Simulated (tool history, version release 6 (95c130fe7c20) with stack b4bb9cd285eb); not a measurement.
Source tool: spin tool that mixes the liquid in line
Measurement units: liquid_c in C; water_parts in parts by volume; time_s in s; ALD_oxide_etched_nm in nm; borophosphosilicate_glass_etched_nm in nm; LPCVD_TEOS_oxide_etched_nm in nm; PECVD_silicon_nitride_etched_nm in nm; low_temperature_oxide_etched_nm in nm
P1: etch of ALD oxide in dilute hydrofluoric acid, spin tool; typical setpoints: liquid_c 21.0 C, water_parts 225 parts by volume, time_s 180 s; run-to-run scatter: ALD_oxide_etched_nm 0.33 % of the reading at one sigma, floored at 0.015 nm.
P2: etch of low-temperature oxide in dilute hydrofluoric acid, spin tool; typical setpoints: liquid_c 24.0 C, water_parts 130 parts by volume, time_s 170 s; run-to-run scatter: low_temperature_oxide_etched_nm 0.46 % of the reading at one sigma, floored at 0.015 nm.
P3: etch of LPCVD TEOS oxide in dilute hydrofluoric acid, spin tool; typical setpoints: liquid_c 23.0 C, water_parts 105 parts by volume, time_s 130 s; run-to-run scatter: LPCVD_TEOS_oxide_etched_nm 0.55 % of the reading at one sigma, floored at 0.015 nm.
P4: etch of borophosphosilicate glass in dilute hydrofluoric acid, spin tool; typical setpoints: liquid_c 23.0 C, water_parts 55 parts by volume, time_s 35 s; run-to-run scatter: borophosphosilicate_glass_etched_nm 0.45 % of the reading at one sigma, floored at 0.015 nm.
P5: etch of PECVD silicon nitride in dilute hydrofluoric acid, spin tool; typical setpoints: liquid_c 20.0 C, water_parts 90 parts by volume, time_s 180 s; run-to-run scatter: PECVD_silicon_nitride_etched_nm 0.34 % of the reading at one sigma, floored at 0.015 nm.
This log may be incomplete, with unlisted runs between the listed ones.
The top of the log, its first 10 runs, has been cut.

| run | hour | process | liquid_c | water_parts | time_s | hours since the thermometer was replaced | hours since the hydrofluoric acid flow meter was replaced | ALD_oxide_etched_nm | borophosphosilicate_glass_etched_nm | LPCVD_TEOS_oxide_etched_nm | PECVD_silicon_nitride_etched_nm | low_temperature_oxide_etched_nm |
|---|---|---|---|---|---|---|---|---|---|---|---|---|
| 11 | 116.4 | P3 | 23.0 | 105 | 35 | 761.4 | 643.3 |  |  | 9.8343 |  |  |
| 12 | 130.1 | P5 | 20.0 | 90 | 340 | 775.1 | 657.0 |  |  |  | 11.8970 |  |
| 13 | 140.9 | P2 | 24.0 | 235 | 170 | 785.9 | 667.8 |  |  |  |  | 12.704 |
| 14 | 149.7 | P1 | 17.0 | 225 | 180 | 794.7 | 676.6 | 5.2845 |  |  |  |  |
| 15 | 157.5 | P5 | 20.0 | 125 | 180 | 802.5 | 684.4 |  |  |  | 4.5890 |  |
| 16 | 172.0 | P1 | 21.0 | 65 | 180 | 817.0 | 698.9 | 25.4060 |  |  |  |  |
| 17 | 179.8 | P4 | 23.0 | 55 | 35 | 824.8 | 706.7 |  | 35.608 |  |  |  |
| 18 | 190.1 | P2 | 24.0 | 130 | 315 | 835.1 | 717.0 |  |  |  |  | 47.592 |
| 19 | 203.6 | P4 | 23.0 | 55 | 35 | 848.6 | 730.5 |  | 35.674 |  |  |  |
| 20 | 216.4 | P5 | 20.0 | 90 | 180 | 861.4 | 743.3 |  |  |  | 6.3077 |  |
| 21 | 227.5 | P4 | 31.0 | 55 | 35 | 872.5 | 754.4 |  | 49.235 |  |  |  |
| 22 | 235.8 | P2 | 24.0 | 130 | 170 | 880.8 | 762.7 |  |  |  |  | 25.864 |
| 23 | 247.3 | P2 | 24.0 | 130 | 170 | 892.3 | 774.2 |  |  |  |  | 25.533 |
| 24 | 258.8 | P3 | 23.0 | 40 | 130 | 903.8 | 785.7 |  |  | 105.0000 |  |  |
| 25 | 266.6 | P5 | 20.0 | 90 | 180 | 911.6 | 793.5 |  |  |  | 6.2900 |  |
| 26 | 275.1 | P3 | 29.5 | 105 | 130 | 920.1 | 802.0 |  |  | 46.7130 |  |  |
| 27 | 283.2 | P1 | 21.0 | 310 | 355 | 928.2 | 810.1 | 8.1797 |  |  |  |  |
| 28 | 292.6 | P1 | 28.5 | 225 | 180 | 937.6 | 819.5 | 8.0669 |  |  |  |  |
| 29 | 302.9 | P1 | 17.5 | 225 | 265 | 947.9 | 829.8 | 7.9481 |  |  |  |  |
| 30 | 311.9 | P1 | 21.0 | 225 | 180 | 956.9 | 838.8 | 6.2216 |  |  |  |  |
| 31 | 322.1 | P2 | 18.0 | 130 | 170 | 967.1 | 849.0 |  |  |  |  | 20.393 |

Run 32, settings as shown, results not yet in. Your forecast:
| 32 | 330.6 | P1 | 21.0 | 385 | 180 | 975.6 | 857.5 | ? |  |  |  |  |

Logged for run 32: ALD_oxide_etched_nm 3.1282 nm.

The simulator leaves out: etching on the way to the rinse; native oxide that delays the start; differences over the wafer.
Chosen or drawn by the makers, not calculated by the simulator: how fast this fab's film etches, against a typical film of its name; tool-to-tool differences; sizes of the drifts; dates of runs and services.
